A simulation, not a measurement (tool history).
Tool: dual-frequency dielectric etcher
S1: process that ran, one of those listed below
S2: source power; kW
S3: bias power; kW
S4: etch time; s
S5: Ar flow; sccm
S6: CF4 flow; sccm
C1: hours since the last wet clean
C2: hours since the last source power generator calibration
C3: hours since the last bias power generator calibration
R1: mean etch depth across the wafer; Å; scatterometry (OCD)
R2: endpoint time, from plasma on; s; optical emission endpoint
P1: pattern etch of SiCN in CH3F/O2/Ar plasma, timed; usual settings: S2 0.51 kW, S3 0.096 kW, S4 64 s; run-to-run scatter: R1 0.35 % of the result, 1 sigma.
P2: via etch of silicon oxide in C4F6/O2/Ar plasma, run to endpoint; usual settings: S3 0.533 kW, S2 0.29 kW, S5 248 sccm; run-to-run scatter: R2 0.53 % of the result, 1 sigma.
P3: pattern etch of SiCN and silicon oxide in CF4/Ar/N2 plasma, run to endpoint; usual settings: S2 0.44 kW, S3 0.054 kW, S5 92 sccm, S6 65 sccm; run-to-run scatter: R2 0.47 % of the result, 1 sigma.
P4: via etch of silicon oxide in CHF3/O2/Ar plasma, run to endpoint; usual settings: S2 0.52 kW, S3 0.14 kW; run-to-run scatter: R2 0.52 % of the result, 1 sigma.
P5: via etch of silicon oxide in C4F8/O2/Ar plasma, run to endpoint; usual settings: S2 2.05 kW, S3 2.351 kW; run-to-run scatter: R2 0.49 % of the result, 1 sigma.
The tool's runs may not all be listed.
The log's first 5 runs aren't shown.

{"run": 6, "hour": 64.2, "S1": "P1", "S2": 0.51, "S3": 0.096, "S4": 47.5, "C1": 422, "C2": 511.3, "C3": 2004.2, "R1": 219.57}
{"run": 7, "hour": 76.3, "S1": "P1", "S2": 0.65, "S3": 0.096, "S4": 84, "C1": 434.1, "C2": 523.4, "C3": 2016.3, "R1": 425.18}
{"run": 8, "hour": 90.4, "S1": "P3", "S2": 0.44, "S3": 0.054, "S5": 92, "S6": 82, "C1": 448.2, "C2": 537.5, "C3": 2030.4, "R2": 20.1}
{"run": 9, "hour": 99.8, "S1": "P1", "S2": 0.31, "S3": 0.096, "S4": 80, "C1": 457.6, "C2": 546.9, "C3": 2039.8, "R1": 305.51}
{"run": 10, "hour": 108.8, "S1": "P2", "S2": 0.29, "S3": 0.533, "S5": 311, "C1": 466.6, "C2": 555.9, "C3": 2048.8, "R2": 30.58}
{"run": 11, "hour": 125.3, "S1": "P1", "S2": 0.51, "S3": 0.096, "S4": 64, "C1": 483.1, "C2": 572.4, "C3": 2065.3, "R1": 294.85}
{"run": 12, "hour": 141.3, "S1": "P1", "S2": 0.51, "S3": 0.096, "S4": 64, "C1": 499.1, "C2": 588.4, "C3": 2081.3, "R1": 293.87}
{"run": 13, "hour": 155.8, "S1": "P3", "S2": 0.44, "S3": 0.034, "S5": 92, "S6": 65, "C1": 513.6, "C2": 602.9, "C3": 2095.8, "R2": 23.756}
{"run": 14, "hour": 171.3, "S1": "P1", "S2": 0.51, "S3": 0.132, "S4": 64, "C1": 529.1, "C2": 618.4, "C3": 2111.3, "R1": 332.81}
{"run": 15, "hour": 186.8, "S1": "P2", "S2": 0.37, "S3": 0.533, "S5": 248, "C1": 544.6, "C2": 633.9, "C3": 2126.8, "R2": 27.201}
{"run": 16, "hour": 197.7, "S1": "P2", "S2": 0.29, "S3": 0.533, "S5": 248, "C1": 555.5, "C2": 644.8, "C3": 2137.7, "R2": 29.596}
{"run": 17, "hour": 212.7, "S1": "P4", "S2": 0.52, "S3": 0.14, "C1": 570.5, "C2": 659.8, "C3": 2152.7, "R2": 424.44}
{"hour": 225.9, "done": "source power generator calibrated"}
{"run": 18, "hour": 227.1, "S1": "P5", "S2": 2.44, "S3": 2.351, "C1": 584.9, "C2": 1.3, "C3": 2167.1, "R2": 242.01}
{"run": 19, "hour": 243.6, "S1": "P2", "S2": 0.29, "S3": 0.751, "S5": 248, "C1": 601.4, "C2": 17.8, "C3": 2183.6, "R2": 26.096}
{"run": 20, "hour": 255.2, "S1": "P1", "S2": 0.51, "S3": 0.096, "S4": 80.5, "C1": 613, "C2": 29.4, "C3": 2195.2, "R1": 370.98}
{"run": 21, "hour": 269.8, "S1": "P1", "S2": 0.51, "S3": 0.078, "S4": 64, "C1": 627.6, "C2": 44, "C3": 2209.8, "R1": 274.89}
{"run": 22, "hour": 278.0, "S1": "P1", "S2": 0.38, "S3": 0.096, "S4": 64, "C1": 635.8, "C2": 52.2, "C3": 2218, "R1": 264.22}
{"run": 23, "hour": 286.6, "S1": "P4", "S2": 0.52, "S3": 0.14, "C1": 644.4, "C2": 60.8, "C3": 2226.6, "R2": 423.29}
{"run": 24, "hour": 302.2, "S1": "P4", "S2": 0.52, "S3": 0.169, "C1": 660, "C2": 76.4, "C3": 2242.2, "R2": 401.14}
{"run": 25, "hour": 312.6, "S1": "P5", "S2": 2.05, "S3": 2.351, "C1": 670.4, "C2": 86.8, "C3": 2252.6, "R2": 257.92}
{"run": 26, "hour": 323.5, "S1": "P4", "S2": 0.33, "S3": 0.14, "C1": 681.3, "C2": 97.7, "C3": 2263.5, "R2": 505.56}
{"run": 27, "hour": 339.1, "S1": "P3", "S2": 0.44, "S3": 0.054, "S5": 69, "S6": 65, "C1": 696.9, "C2": 113.3, "C3": 2279.1, "R2": 19.828}
{"run": 28, "hour": 348.4, "S1": "P5", "S2": 2.05, "S3": 2.351, "C1": 706.2, "C2": 122.6, "C3": 2288.4, "R2": 262.01}

The next listed run, before its measurement:
{"run": 29, "hour": 358.9, "S1": "P3", "S2": 0.44, "S3": 0.054, "S5": 92, "S6": 65, "C1": 716.7, "C2": 133.1, "C3": 2298.9, "R2": "?"}

Run 29 gave R2 20.802 s.

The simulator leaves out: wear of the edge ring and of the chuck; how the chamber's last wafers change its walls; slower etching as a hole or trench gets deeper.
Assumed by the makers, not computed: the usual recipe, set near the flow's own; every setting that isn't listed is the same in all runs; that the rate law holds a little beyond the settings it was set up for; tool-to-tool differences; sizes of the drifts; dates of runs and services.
